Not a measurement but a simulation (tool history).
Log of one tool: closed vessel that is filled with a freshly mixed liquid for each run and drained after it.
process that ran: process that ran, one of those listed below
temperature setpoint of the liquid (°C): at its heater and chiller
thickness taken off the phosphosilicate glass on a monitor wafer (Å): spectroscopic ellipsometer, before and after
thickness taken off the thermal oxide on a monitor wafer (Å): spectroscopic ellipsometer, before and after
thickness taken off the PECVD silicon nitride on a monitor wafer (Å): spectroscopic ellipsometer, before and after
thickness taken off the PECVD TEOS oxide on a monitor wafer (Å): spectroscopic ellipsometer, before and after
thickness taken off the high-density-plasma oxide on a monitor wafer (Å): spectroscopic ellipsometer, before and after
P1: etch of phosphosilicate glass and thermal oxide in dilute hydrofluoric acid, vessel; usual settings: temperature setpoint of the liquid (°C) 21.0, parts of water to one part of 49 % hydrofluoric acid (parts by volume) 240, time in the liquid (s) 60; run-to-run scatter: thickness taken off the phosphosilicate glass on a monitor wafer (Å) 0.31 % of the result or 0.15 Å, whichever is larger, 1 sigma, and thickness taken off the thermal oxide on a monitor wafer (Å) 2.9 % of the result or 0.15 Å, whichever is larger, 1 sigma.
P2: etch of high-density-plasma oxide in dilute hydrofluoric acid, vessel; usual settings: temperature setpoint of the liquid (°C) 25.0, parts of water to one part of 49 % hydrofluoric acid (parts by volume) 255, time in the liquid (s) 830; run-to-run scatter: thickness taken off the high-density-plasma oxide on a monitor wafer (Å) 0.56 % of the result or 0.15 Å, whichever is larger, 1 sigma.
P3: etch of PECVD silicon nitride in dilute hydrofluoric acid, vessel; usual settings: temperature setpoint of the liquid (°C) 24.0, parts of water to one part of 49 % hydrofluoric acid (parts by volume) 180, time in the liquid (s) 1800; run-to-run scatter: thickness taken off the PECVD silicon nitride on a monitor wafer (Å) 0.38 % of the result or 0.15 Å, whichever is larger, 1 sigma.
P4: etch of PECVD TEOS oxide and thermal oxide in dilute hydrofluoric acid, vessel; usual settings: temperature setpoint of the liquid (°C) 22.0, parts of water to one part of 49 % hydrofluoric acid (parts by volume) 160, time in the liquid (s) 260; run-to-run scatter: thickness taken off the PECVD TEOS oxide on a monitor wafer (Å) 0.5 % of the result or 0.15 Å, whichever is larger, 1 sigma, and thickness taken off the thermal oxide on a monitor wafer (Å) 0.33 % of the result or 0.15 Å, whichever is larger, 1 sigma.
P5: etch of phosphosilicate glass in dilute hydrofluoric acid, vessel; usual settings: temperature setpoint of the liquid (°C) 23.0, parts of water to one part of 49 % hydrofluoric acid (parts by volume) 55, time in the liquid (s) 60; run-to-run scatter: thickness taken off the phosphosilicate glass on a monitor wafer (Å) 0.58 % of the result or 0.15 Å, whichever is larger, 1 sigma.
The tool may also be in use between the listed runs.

| run | day | process that ran | temperature setpoint of the liquid (°C) | parts of water to one part of 49 % hydrofluoric acid (parts by volume) | time in the liquid (s) | hours since the thermometer was replaced | hours since the hydrofluoric acid flow meter was replaced | thickness taken off the phosphosilicate glass on a monitor wafer (Å) | thickness taken off the thermal oxide on a monitor wafer (Å) | thickness taken off the PECVD silicon nitride on a monitor wafer (Å) | thickness taken off the PECVD TEOS oxide on a monitor wafer (Å) | thickness taken off the high-density-plasma oxide on a monitor wafer (Å) |
|---|---|---|---|---|---|---|---|---|---|---|---|---|
| 1 | 0.229 | P1 | 21.0 | 240 | 60 | 706.9 | 64.8 | 378.060 | 8.6923 |  |  |  |
| 2 | 0.446 | P1 | 21.0 | 410 | 30 | 712.1 | 70.0 | 95.195 | 2.4087 |  |  |  |
| 3 | 0.650 | P5 | 17.0 | 55 | 60 | 717.0 | 74.9 | 743.620 |  |  |  |  |
| 4 | 0.850 | P1 | 17.0 | 240 | 60 | 721.8 | 79.7 | 325.210 | 7.8601 |  |  |  |
| 5 | 0.975 | P1 | 21.0 | 240 | 60 | 724.8 | 82.7 | 377.260 | 9.7794 |  |  |  |
| 6 | 1.171 | P3 | 24.0 | 80 | 1800 | 729.5 | 87.4 |  |  | 706.340 |  |  |
| 7 | 1.375 | P4 | 17.0 | 160 | 260 | 734.4 | 92.3 |  | 54.1090 |  | 190.730 |  |
| 8 | 1.596 | P1 | 21.0 | 130 | 60 | 739.7 | 97.6 | 780.840 | 19.6100 |  |  |  |
| 9 | 1.729 | P3 | 24.0 | 180 | 1800 | 742.9 | 100.8 |  |  | 315.070 |  |  |
| 10 | 1.958 | P5 | 23.0 | 55 | 60 | 748.4 | 106.3 | 953.330 |  |  |  |  |
| 11 | 2.212 | P5 | 23.0 | 55 | 110 | 754.5 | 112.4 | 1736.100 |  |  |  |  |
| 12 | 2.358 | P4 | 22.0 | 160 | 40 | 758.0 | 115.9 |  | 10.1100 |  | 36.219 |  |
| 13 | 2.538 | P5 | 23.0 | 100 | 60 | 762.3 | 120.2 | 495.440 |  |  |  |  |
| 14 | 2.658 | P2 | 25.0 | 255 | 830 | 765.2 | 123.1 |  |  |  |  | 188.620 |
| 15 | 2.808 | P4 | 22.0 | 285 | 260 | 768.8 | 126.7 |  | 32.6740 |  | 114.780 |  |
| 16 | 2.975 | P1 | 18.0 | 160 | 60 | 772.8 | 130.7 | 547.040 | 13.1130 |  |  |  |
| 17 | 3.117 | P1 | 21.0 | 240 | 35 | 776.2 | 134.1 | 219.840 | 5.4649 |  |  |  |
| 18 | 3.350 | P1 | 21.0 | 240 | 105 | 781.8 | 139.7 | 657.930 | 16.7100 |  |  |  |
| 19 | 3.546 | P1 | 21.0 | 240 | 60 | 786.5 | 144.4 | 375.760 | 9.1465 |  |  |  |
| 20 | 3.762 | P3 | 24.0 | 180 | 75 | 791.7 | 149.6 |  |  | 13.085 |  |  |
| 21 | 3.908 | P2 | 25.0 | 255 | 390 | 795.2 | 153.1 |  |  |  |  | 88.045 |
| 22 | 4.142 | P3 | 18.0 | 180 | 1800 | 800.8 | 158.7 |  |  | 213.800 |  |  |
| 23 | 4.267 | P1 | 21.0 | 240 | 60 | 803.8 | 161.7 | 378.980 | 9.2172 |  |  |  |
| 24 | 4.450 | P2 | 25.0 | 415 | 830 | 808.2 | 166.1 |  |  |  |  | 98.451 |
| 25 | 4.604 | P1 | 21.0 | 350 | 60 | 811.9 | 169.8 | 235.260 | 5.7154 |  |  |  |
| 26 | 4.862 | P3 | 24.0 | 180 | 1800 | 818.1 | 176.0 |  |  | 316.680 |  |  |
| 27 | 5.112 | P1 | 26.5 | 240 | 60 | 824.1 | 182.0 | 461.110 | 11.5030 |  |  |  |
| 28 | 5.317 | P1 | 21.0 | 240 | 60 | 829.0 | 186.9 | 378.350 | 9.0392 |  |  |  |
| 29 | 5.517 | P2 | 18.0 | 255 | 830 | 833.8 | 191.7 |  |  |  |  | 143.820 |
| 30 | 5.683 | P5 | 23.0 | 55 | 60 | 837.8 | 195.7 | 962.200 |  |  |  |  |
| 31 | 5.875 | P4 | 22.0 | 160 | 260 | 842.4 | 200.3 |  | 65.7590 |  | 232.990 |  |
| 32 | 6.083 | P2 | 25.0 | 255 | 830 | 847.4 | 205.3 |  |  |  |  | 188.200 |
| 33 | 6.321 | P4 | 22.0 | 160 | 260 | 853.1 | 211.0 |  | 65.9080 |  | 232.700 |  |
| 34 | 6.579 | P1 | 21.0 | 240 | 60 | 859.3 | 217.2 | 378.500 | 9.0277 |  |  |  |
| 35 | 6.833 | P1 | 21.0 | 240 | 60 | 865.4 | 223.3 | 390.920 | 9.3531 |  |  |  |
| 36 | 7.021 | P1 | 21.0 | 240 | 60 | 869.9 | 227.8 | 395.730 | 9.3437 |  |  |  |

Run 37 comes next. What will it give?
| 37 | 7.262 | P1 | 21.0 | 240 | 60 | 875.7 | 233.6 | ? | ? |  |  |  |

thickness taken off the phosphosilicate glass on a monitor wafer (Å): 400.660
thickness taken off the thermal oxide on a monitor wafer (Å): 9.9201
